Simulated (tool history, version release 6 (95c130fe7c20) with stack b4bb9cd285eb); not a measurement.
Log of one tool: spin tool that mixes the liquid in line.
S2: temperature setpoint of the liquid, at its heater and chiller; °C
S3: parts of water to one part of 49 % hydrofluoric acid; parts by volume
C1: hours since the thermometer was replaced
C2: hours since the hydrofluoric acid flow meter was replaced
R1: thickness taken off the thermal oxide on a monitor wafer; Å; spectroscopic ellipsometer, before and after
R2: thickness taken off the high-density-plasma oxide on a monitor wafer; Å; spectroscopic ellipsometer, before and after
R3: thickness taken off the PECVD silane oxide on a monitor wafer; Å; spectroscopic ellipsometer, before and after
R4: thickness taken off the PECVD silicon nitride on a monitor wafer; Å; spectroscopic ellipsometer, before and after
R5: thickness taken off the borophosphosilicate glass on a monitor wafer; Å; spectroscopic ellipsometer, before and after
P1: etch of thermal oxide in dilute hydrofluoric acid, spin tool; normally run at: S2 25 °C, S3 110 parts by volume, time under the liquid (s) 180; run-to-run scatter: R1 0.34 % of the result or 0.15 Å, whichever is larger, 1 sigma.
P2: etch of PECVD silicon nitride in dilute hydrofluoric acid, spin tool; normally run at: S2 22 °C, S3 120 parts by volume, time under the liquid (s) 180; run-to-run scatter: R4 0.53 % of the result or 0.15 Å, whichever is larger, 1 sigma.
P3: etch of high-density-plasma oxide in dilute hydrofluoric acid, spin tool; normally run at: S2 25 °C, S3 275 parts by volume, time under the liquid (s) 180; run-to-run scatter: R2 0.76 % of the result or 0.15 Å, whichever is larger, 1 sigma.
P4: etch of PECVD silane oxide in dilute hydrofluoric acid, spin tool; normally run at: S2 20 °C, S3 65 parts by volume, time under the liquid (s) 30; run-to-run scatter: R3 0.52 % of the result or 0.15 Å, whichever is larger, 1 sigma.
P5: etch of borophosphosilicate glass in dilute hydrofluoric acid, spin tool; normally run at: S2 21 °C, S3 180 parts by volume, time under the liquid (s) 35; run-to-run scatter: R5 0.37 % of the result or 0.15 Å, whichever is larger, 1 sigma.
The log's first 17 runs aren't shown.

Run 18, day 6.446: process that ran P5, S2 17.5 °C, S3 180 parts by volume, time under the liquid (s) 35; C1 762.8; C2 913.4. Result: R5 49.859 Å.
Run 19, day 6.858: process that ran P3, S2 25 °C, S3 275 parts by volume, time under the liquid (s) 40; C1 772.7; C2 923.3. Result: R2 7.0091 Å.
Run 20, day 7.279: process that ran P1, S2 25 °C, S3 110 parts by volume, time under the liquid (s) 180; C1 782.8; C2 933.4. Result: R1 81.608 Å.
Run 21, day 7.612: process that ran P5, S2 21 °C, S3 180 parts by volume, time under the liquid (s) 35; C1 790.8; C2 941.4. Result: R5 56.952 Å.
Run 22, day 8.092: process that ran P2, S2 22 °C, S3 120 parts by volume, time under the liquid (s) 180; C1 802.3; C2 952.9. Result: R4 40.294 Å.
Run 23, day 8.358: process that ran P1, S2 25 °C, S3 110 parts by volume, time under the liquid (s) 180; C1 808.7; C2 959.3. Result: R1 81.508 Å.
Run 24, day 8.6: process that ran P1, S2 25 °C, S3 110 parts by volume, time under the liquid (s) 35; C1 814.5; C2 965.1. Result: R1 15.908 Å.
Run 25, day 8.867: process that ran P4, S2 20 °C, S3 65 parts by volume, time under the liquid (s) 30; C1 820.9; C2 971.5. Result: R3 92.089 Å.
Run 26, day 9.3: process that ran P5, S2 21 °C, S3 180 parts by volume, time under the liquid (s) 35; C1 831.3; C2 981.9. Result: R5 57.175 Å.
Run 27, day 9.729: process that ran P3, S2 25 °C, S3 50 parts by volume, time under the liquid (s) 180; C1 841.6; C2 992.2. Result: R2 225.58 Å.

The next listed run, before its measurement:
Run 28, day 10.154: process that ran P3, S2 25 °C, S3 275 parts by volume, time under the liquid (s) 180; C1 851.8; C2 1002.4. Result: R2 ?.

Run 28 gave R2 31.524 Å.
